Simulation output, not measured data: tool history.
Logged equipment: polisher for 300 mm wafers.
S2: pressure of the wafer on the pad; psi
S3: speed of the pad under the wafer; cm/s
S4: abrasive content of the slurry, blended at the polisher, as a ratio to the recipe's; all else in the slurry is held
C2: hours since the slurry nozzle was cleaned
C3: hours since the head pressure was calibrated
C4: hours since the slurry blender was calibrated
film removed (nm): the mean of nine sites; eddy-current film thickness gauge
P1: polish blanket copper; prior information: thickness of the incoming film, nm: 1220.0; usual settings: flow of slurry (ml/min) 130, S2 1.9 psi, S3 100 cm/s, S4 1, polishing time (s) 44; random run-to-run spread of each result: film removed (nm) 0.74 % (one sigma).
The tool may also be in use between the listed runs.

Run 1, hour 6.2: flow of slurry (ml/min) 130, S2 1.9 psi, S3 100 cm/s, S4 1, polishing time (s) 44; wafers polished on this pad 572; C2 226.8; C3 311.4; C4 93.4. Result: film removed (nm) 96.195.
Run 2, hour 12.2: flow of slurry (ml/min) 130, S2 1.9 psi, S3 100 cm/s, S4 1, polishing time (s) 44; wafers polished on this pad 646; C2 232.8; C3 317.4; C4 99.4. Result: film removed (nm) 95.541.
Run 3, hour 17: flow of slurry (ml/min) 130, S2 1.9 psi, S3 100 cm/s, S4 1, polishing time (s) 44; wafers polished on this pad 705; C2 237.6; C3 322.2; C4 104.2. Result: film removed (nm) 96.016.
Run 4, hour 21.7: flow of slurry (ml/min) 130, S2 1.9 psi, S3 100 cm/s, S4 0.55, polishing time (s) 44; wafers polished on this pad 763; C2 242.3; C3 326.9; C4 108.9. Result: film removed (nm) 84.972.
Run 5, hour 28.1: flow of slurry (ml/min) 185, S2 1.9 psi, S3 100 cm/s, S4 1, polishing time (s) 44; wafers polished on this pad 841; C2 248.7; C3 333.3; C4 115.3. Result: film removed (nm) 101.3.
Run 6, hour 34: flow of slurry (ml/min) 130, S2 1.9 psi, S3 44 cm/s, S4 1, polishing time (s) 44; wafers polished on this pad 914; C2 254.6; C3 339.2; C4 121.2. Result: film removed (nm) 42.431.
Run 7, hour 39.1: flow of slurry (ml/min) 130, S2 1 psi, S3 100 cm/s, S4 1, polishing time (s) 44; wafers polished on this pad 977; C2 259.7; C3 344.3; C4 126.3. Result: film removed (nm) 50.271.
Run 8, hour 45.8: flow of slurry (ml/min) 185, S2 1.9 psi, S3 140 cm/s, S4 1, polishing time (s) 44; wafers polished on this pad 1059; C2 266.4; C3 351; C4 133. Result: film removed (nm) 142.73.
Run 9, hour 53.7: flow of slurry (ml/min) 130, S2 2.9 psi, S3 124 cm/s, S4 1, polishing time (s) 44; wafers polished on this pad 1156; C2 274.3; C3 358.9; C4 140.9. Result: film removed (nm) 181.28.
Run 10, hour 61.2: flow of slurry (ml/min) 130, S2 1.9 psi, S3 100 cm/s, S4 1, polishing time (s) 44; wafers polished on this pad 1248; C2 281.8; C3 366.4; C4 148.4. Result: film removed (nm) 96.176.
Run 11, hour 67.8: flow of slurry (ml/min) 130, S2 1.9 psi, S3 100 cm/s, S4 1, polishing time (s) 64; wafers polished on this pad 1329; C2 288.4; C3 373; C4 155. Result: film removed (nm) 139.61.
Run 12, hour 73.8: flow of slurry (ml/min) 130, S2 1.9 psi, S3 100 cm/s, S4 1, polishing time (s) 44; wafers polished on this pad 1403; C2 294.4; C3 379; C4 161. Result: film removed (nm) 95.276.
Run 13, hour 81.1: flow of slurry (ml/min) 80, S2 1.9 psi, S3 100 cm/s, S4 1, polishing time (s) 44; wafers polished on this pad 1493; C2 301.7; C3 386.3; C4 168.3. Result: film removed (nm) 85.88.
Run 14, hour 88.8: flow of slurry (ml/min) 130, S2 2.9 psi, S3 100 cm/s, S4 1, polishing time (s) 44; wafers polished on this pad 1587; C2 309.4; C3 394; C4 176. Result: film removed (nm) 146.57.
At hour 93.1: worn pad replaced by a new one.
Run 15, hour 95.7: flow of slurry (ml/min) 130, S2 1.9 psi, S3 100 cm/s, S4 1, polishing time (s) 44; wafers polished on this pad 32; C2 316.3; C3 400.9; C4 182.9. Result: film removed (nm) 97.2.
Run 16, hour 101.7: flow of slurry (ml/min) 130, S2 1.9 psi, S3 146 cm/s, S4 1, polishing time (s) 44; wafers polished on this pad 106; C2 322.3; C3 406.9; C4 188.9. Result: film removed (nm) 140.5.
Run 17, hour 108.7: flow of slurry (ml/min) 130, S2 1.9 psi, S3 100 cm/s, S4 1, polishing time (s) 20; wafers polished on this pad 192; C2 329.3; C3 413.9; C4 195.9. Result: film removed (nm) 44.283.
Run 18, hour 116.5: flow of slurry (ml/min) 130, S2 1.9 psi, S3 100 cm/s, S4 1.3, polishing time (s) 44; wafers polished on this pad 288; C2 337.1; C3 421.7; C4 203.7. Result: film removed (nm) 103.1.
Run 19, hour 122.9: flow of slurry (ml/min) 130, S2 1.9 psi, S3 100 cm/s, S4 1, polishing time (s) 44; wafers polished on this pad 366; C2 343.5; C3 428.1; C4 210.1. Result: film removed (nm) 97.596.
Run 20, hour 129.4: flow of slurry (ml/min) 130, S2 1.9 psi, S3 100 cm/s, S4 1, polishing time (s) 44; wafers polished on this pad 446; C2 350; C3 434.6; C4 216.6. Result: film removed (nm) 93.24.
Run 21, hour 133.3: flow of slurry (ml/min) 130, S2 1.9 psi, S3 100 cm/s, S4 1, polishing time (s) 44; wafers polished on this pad 494; C2 353.9; C3 438.5; C4 220.5. Result: film removed (nm) 93.307.
Run 22, hour 140.5: flow of slurry (ml/min) 130, S2 1.9 psi, S3 100 cm/s, S4 1, polishing time (s) 44; wafers polished on this pad 582; C2 361.1; C3 445.7; C4 227.7. Result: film removed (nm) 90.352.
Run 23, hour 147.3: flow of slurry (ml/min) 130, S2 1.9 psi, S3 100 cm/s, S4 1, polishing time (s) 44; wafers polished on this pad 666; C2 367.9; C3 452.5; C4 234.5. Result: film removed (nm) 90.475.
At hour 150.2: head pressure recalibrated.
At hour 154.4: worn pad replaced by a new one.
Run 24, hour 155.6: flow of slurry (ml/min) 130, S2 1.9 psi, S3 100 cm/s, S4 1, polishing time (s) 44; wafers polished on this pad 15; C2 376.2; C3 5.5; C4 242.8. Result: film removed (nm) 87.787.
Run 25, hour 159.3: flow of slurry (ml/min) 130, S2 1.9 psi, S3 100 cm/s, S4 1, polishing time (s) 44; wafers polished on this pad 60; C2 379.9; C3 9.2; C4 246.5. Result: film removed (nm) 89.093.
Run 26, hour 163.5: flow of slurry (ml/min) 130, S2 1.9 psi, S3 100 cm/s, S4 1, polishing time (s) 44; wafers polished on this pad 112; C2 384.1; C3 13.4; C4 250.7. Result: film removed (nm) 89.943.
Run 27, hour 169.5: flow of slurry (ml/min) 130, S2 1.9 psi, S3 100 cm/s, S4 1, polishing time (s) 44; wafers polished on this pad 185; C2 390.1; C3 19.4; C4 256.7. Result: film removed (nm) 89.568.

Something has made what P1 gives creep away from where it was; the 2 causes below, each at its own stated size, fit the log equally well:
A: slurry flow missing at the pad, % = 28
B: abrasive missing from the slurry, % = 30.3
The gradual shift began around hour 122.9.
What rules out each remaining cause:
removal rate lost through wear of the pad, %: was serviced at hour 154.4, once the creep was under way, yet the earlier output never came back
head's pressure below its setpoint, %: was serviced at hour 150.2, once the creep was under way, yet the earlier output never came back

4 check runs are offered, each on 2 wafers whose results are averaged, their results left as question marks. Which one tells the causes apart?
Run check 1, hour 175.5: flow of slurry (ml/min) 80, S2 1.9 psi, S3 100 cm/s, S4 1, polishing time (s) 21. Result: film removed (nm) ?.
Run check 2, hour 175.5: flow of slurry (ml/min) 130, S2 1.9 psi, S3 100 cm/s, S4 0.55, polishing time (s) 22. Result: film removed (nm) ?.
Run check 3, hour 175.5: flow of slurry (ml/min) 130, S2 1.9 psi, S3 64 cm/s, S4 1, polishing time (s) 44. Result: film removed (nm) ?.
Run check 4, hour 175.5: flow of slurry (ml/min) 130, S2 1.4 psi, S3 128 cm/s, S4 1, polishing time (s) 44. Result: film removed (nm) ?.

What each check would give under each cause:
  check             result    if A    if B
check 1  film removed (nm)  36.253  37.707
check 2  film removed (nm)   39.38  39.608
check 3  film removed (nm)   57.03  57.033
check 4  film removed (nm)  84.045  84.048
How far apart the two closest causes lie, in the result that separates them most: check 1 3.93 %; check 2 0.58 %; check 3 0 %; check 4 0 %
Check 1 tells the causes apart: in the others they would give nearly the same result.

The results of check 1 are: film removed (nm) 36.338. Based on these, which of the listed causes is it?

It is A: slurry flow missing at the pad, %.
